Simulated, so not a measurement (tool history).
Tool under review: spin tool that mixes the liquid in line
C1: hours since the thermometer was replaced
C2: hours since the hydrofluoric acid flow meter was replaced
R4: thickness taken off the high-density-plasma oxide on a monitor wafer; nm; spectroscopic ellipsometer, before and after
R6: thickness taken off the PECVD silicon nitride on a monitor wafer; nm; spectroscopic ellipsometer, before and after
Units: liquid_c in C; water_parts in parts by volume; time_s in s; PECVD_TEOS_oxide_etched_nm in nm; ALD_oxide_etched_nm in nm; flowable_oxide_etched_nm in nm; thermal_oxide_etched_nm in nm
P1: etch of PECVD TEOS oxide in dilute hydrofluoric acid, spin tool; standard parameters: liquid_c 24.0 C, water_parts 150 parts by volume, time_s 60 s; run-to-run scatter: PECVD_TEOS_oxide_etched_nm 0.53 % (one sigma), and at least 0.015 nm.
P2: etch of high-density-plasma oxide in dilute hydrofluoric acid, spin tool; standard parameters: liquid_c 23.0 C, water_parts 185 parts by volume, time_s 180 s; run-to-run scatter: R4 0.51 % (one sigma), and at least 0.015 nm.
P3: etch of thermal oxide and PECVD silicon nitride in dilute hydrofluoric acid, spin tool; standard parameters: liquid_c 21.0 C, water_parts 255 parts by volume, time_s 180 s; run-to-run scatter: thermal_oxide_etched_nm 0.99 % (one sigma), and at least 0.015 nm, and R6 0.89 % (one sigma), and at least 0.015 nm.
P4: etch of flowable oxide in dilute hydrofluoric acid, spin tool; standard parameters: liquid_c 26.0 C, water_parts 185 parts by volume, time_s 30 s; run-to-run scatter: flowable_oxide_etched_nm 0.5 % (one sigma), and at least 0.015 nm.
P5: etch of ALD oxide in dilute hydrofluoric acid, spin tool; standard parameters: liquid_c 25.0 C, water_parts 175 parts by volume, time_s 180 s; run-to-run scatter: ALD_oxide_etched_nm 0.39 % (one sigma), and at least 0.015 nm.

Run 1, hour 15.5: process P1, liquid_c 24.0 C, water_parts 150 parts by volume, time_s 60 s; C1 439.5; C2 1309.7. Result: PECVD_TEOS_oxide_etched_nm 6.8279 nm.
Run 2, hour 27.2: process P1, liquid_c 24.0 C, water_parts 150 parts by volume, time_s 115 s; C1 451.2; C2 1321.4. Result: PECVD_TEOS_oxide_etched_nm 13.1960 nm.
Run 3, hour 41.4: process P5, liquid_c 25.0 C, water_parts 175 parts by volume, time_s 290 s; C1 465.4; C2 1335.6. Result: ALD_oxide_etched_nm 15.7180 nm.
Run 4, hour 53.6: process P1, liquid_c 24.0 C, water_parts 150 parts by volume, time_s 60 s; C1 477.6; C2 1347.8. Result: PECVD_TEOS_oxide_etched_nm 6.7780 nm.
Run 5, hour 63.9: process P1, liquid_c 24.0 C, water_parts 150 parts by volume, time_s 60 s; C1 487.9; C2 1358.1. Result: PECVD_TEOS_oxide_etched_nm 6.8543 nm.
Run 6, hour 75.6: process P5, liquid_c 25.0 C, water_parts 50 parts by volume, time_s 180 s; C1 499.6; C2 1369.8. Result: ALD_oxide_etched_nm 39.6730 nm.
Run 7, hour 89.3: process P4, liquid_c 26.0 C, water_parts 35 parts by volume, time_s 30 s; C1 513.3; C2 1383.5. Result: flowable_oxide_etched_nm 38.7780 nm.
Run 8, hour 98.9: process P4, liquid_c 20.0 C, water_parts 185 parts by volume, time_s 30 s; C1 522.9; C2 1393.1. Result: flowable_oxide_etched_nm 4.8301 nm.
Run 9, hour 107.5: process P2, liquid_c 23.0 C, water_parts 185 parts by volume, time_s 15 s; C1 531.5; C2 1401.7. Result: R4 0.4404 nm.
Run 10, hour 116.0: process P1, liquid_c 24.0 C, water_parts 150 parts by volume, time_s 25 s; C1 540.0; C2 1410.2. Result: PECVD_TEOS_oxide_etched_nm 2.8346 nm.
Run 11, hour 127.1: process P1, liquid_c 31.5 C, water_parts 150 parts by volume, time_s 60 s; C1 551.1; C2 1421.3. Result: PECVD_TEOS_oxide_etched_nm 9.0856 nm.
Run 12, hour 137.9: process P5, liquid_c 25.0 C, water_parts 175 parts by volume, time_s 180 s; C1 561.9; C2 1432.1. Result: ALD_oxide_etched_nm 9.6848 nm.
Run 13, hour 146.5: process P3, liquid_c 21.0 C, water_parts 255 parts by volume, time_s 180 s; C1 570.5; C2 1440.7. Result: thermal_oxide_etched_nm 2.30740 nm, R6 2.56780 nm.
Run 14, hour 159.2: process P1, liquid_c 24.0 C, water_parts 255 parts by volume, time_s 60 s; C1 583.2; C2 1453.4. Result: PECVD_TEOS_oxide_etched_nm 3.5837 nm.
Run 15, hour 173.4: process P3, liquid_c 21.0 C, water_parts 255 parts by volume, time_s 50 s; C1 597.4; C2 1467.6. Result: thermal_oxide_etched_nm 0.63549 nm, R6 0.69464 nm.
Run 16, hour 182.6: process P1, liquid_c 29.0 C, water_parts 65 parts by volume, time_s 60 s; C1 606.6; C2 1476.8. Result: PECVD_TEOS_oxide_etched_nm 21.4420 nm.
Run 17, hour 193.1: process P4, liquid_c 26.0 C, water_parts 185 parts by volume, time_s 15 s; C1 617.1; C2 1487.3. Result: flowable_oxide_etched_nm 3.0786 nm.
Run 18, hour 201.2: process P3, liquid_c 28.5 C, water_parts 255 parts by volume, time_s 180 s; C1 625.2; C2 1495.4. Result: thermal_oxide_etched_nm 2.98900 nm, R6 4.20690 nm.
Run 19, hour 217.8: process P1, liquid_c 17.0 C, water_parts 150 parts by volume, time_s 60 s; C1 641.8; C2 1512.0. Result: PECVD_TEOS_oxide_etched_nm 5.1366 nm.
Run 20, hour 229.0: process P1, liquid_c 24.0 C, water_parts 45 parts by volume, time_s 60 s; C1 653.0; C2 1523.2. Result: PECVD_TEOS_oxide_etched_nm 25.9470 nm.
Run 21, hour 243.0: process P1, liquid_c 24.0 C, water_parts 150 parts by volume, time_s 60 s; C1 667.0; C2 1537.2. Result: PECVD_TEOS_oxide_etched_nm 6.8709 nm.
Run 22, hour 254.2: process P1, liquid_c 17.0 C, water_parts 150 parts by volume, time_s 15 s; C1 678.2; C2 1548.4. Result: PECVD_TEOS_oxide_etched_nm 1.2795 nm.
Run 23, hour 266.0: process P4, liquid_c 26.0 C, water_parts 185 parts by volume, time_s 30 s; C1 690.0; C2 1560.2. Result: flowable_oxide_etched_nm 6.1247 nm.
Run 24, hour 281.3: process P2, liquid_c 30.5 C, water_parts 185 parts by volume, time_s 180 s; C1 705.3; C2 1575.5. Result: R4 6.9786 nm.
Run 25, hour 296.1: process P1, liquid_c 28.0 C, water_parts 235 parts by volume, time_s 60 s; C1 720.1; C2 1590.3. Result: PECVD_TEOS_oxide_etched_nm 4.5963 nm.
Run 26, hour 307.7: process P3, liquid_c 21.0 C, water_parts 255 parts by volume, time_s 180 s; C1 731.7; C2 1601.9. Result: thermal_oxide_etched_nm 2.29610 nm, R6 2.55970 nm.
Run 27, hour 315.3: process P2, liquid_c 23.0 C, water_parts 185 parts by volume, time_s 180 s; C1 739.3; C2 1609.5. Result: R4 5.2972 nm.
Run 28, hour 322.9: process P3, liquid_c 21.0 C, water_parts 465 parts by volume, time_s 180 s; C1 746.9; C2 1617.1. Result: thermal_oxide_etched_nm 1.00820 nm, R6 1.42060 nm.
Run 29, hour 330.5: process P5, liquid_c 19.0 C, water_parts 175 parts by volume, time_s 180 s; C1 754.5; C2 1624.7. Result: ALD_oxide_etched_nm 7.7735 nm.
Run 30, hour 340.7: process P2, liquid_c 23.0 C, water_parts 315 parts by volume, time_s 180 s; C1 764.7; C2 1634.9. Result: R4 2.7391 nm.
Run 31, hour 353.0: process P1, liquid_c 24.0 C, water_parts 150 parts by volume, time_s 60 s; C1 777.0; C2 1647.2. Result: PECVD_TEOS_oxide_etched_nm 6.8856 nm.
Run 32, hour 363.0: process P1, liquid_c 24.0 C, water_parts 150 parts by volume, time_s 60 s; C1 787.0; C2 1657.2. Result: PECVD_TEOS_oxide_etched_nm 6.6055 nm.
Run 33, hour 371.4: process P1, liquid_c 24.0 C, water_parts 150 parts by volume, time_s 60 s; C1 795.4; C2 1665.6. Result: PECVD_TEOS_oxide_etched_nm 6.4464 nm.
Run 34, hour 380.9: process P1, liquid_c 24.0 C, water_parts 150 parts by volume, time_s 60 s; C1 804.9; C2 1675.1. Result: PECVD_TEOS_oxide_etched_nm 6.3434 nm.
Run 35, hour 394.4: process P1, liquid_c 24.0 C, water_parts 150 parts by volume, time_s 60 s; C1 818.4; C2 1688.6. Result: PECVD_TEOS_oxide_etched_nm 6.2954 nm.
Run 36, hour 402.1: process P1, liquid_c 24.0 C, water_parts 150 parts by volume, time_s 60 s; C1 826.1; C2 1696.3. Result: PECVD_TEOS_oxide_etched_nm 6.2627 nm.
Run 37, hour 410.0: process P1, liquid_c 24.0 C, water_parts 150 parts by volume, time_s 60 s; C1 834.0; C2 1704.2. Result: PECVD_TEOS_oxide_etched_nm 6.3446 nm.

What P1 gives has crept off from where it sat before. The 2 causes that follow fit the log equally well, each at the size noted:
A: hydrofluoric acid flow below the setpoint (%) = 6.56
B: liquid colder than its thermometer reads (K) = 2.07
The creep began at about hour 353.0.

Consider the 4 check runs below, whose results appear as question marks and each of which averages 2 wafers. Which one distinguishes the causes, in that each cause would give it a clearly different result?
Run check 1, hour 417.9: process P5, liquid_c 19.5 C, water_parts 175 parts by volume, time_s 285 s. Result: ALD_oxide_etched_nm ?.
Run check 2, hour 417.9: process P3, liquid_c 21.0 C, water_parts 335 parts by volume, time_s 180 s. Result: thermal_oxide_etched_nm ?, R6 ?.
Run check 3, hour 417.9: process P2, liquid_c 29.5 C, water_parts 185 parts by volume, time_s 50 s. Result: R4 ?.
Run check 4, hour 417.9: process P4, liquid_c 20.0 C, water_parts 185 parts by volume, time_s 30 s. Result: flowable_oxide_etched_nm ?.

What every check run would give for each of its results, assuming each possible cause in turn:
  check                    result     if A     if B
check 1       ALD_oxide_etched_nm  11.5510  11.5230
check 2   thermal_oxide_etched_nm  1.47520  1.49650
check 2                        R6  1.85940  1.74360
check 3                        R4   1.7131   1.7307
check 4  flowable_oxide_etched_nm   4.4676   4.4640
Per-check spread between the two closest causes, in the result where they differ most: check 1 0.24 %; check 2 6.43 %; check 3 1.02 %; check 4 0.08 %
Only check 2 tells the causes apart: in the others they would give nearly the same result.

After running check 2, the following was obtained: thermal_oxide_etched_nm 1.44830 nm; R6 1.85120 nm. Which cause does this point to?

The correct cause is A, namely: hydrofluoric acid flow below the setpoint (%).
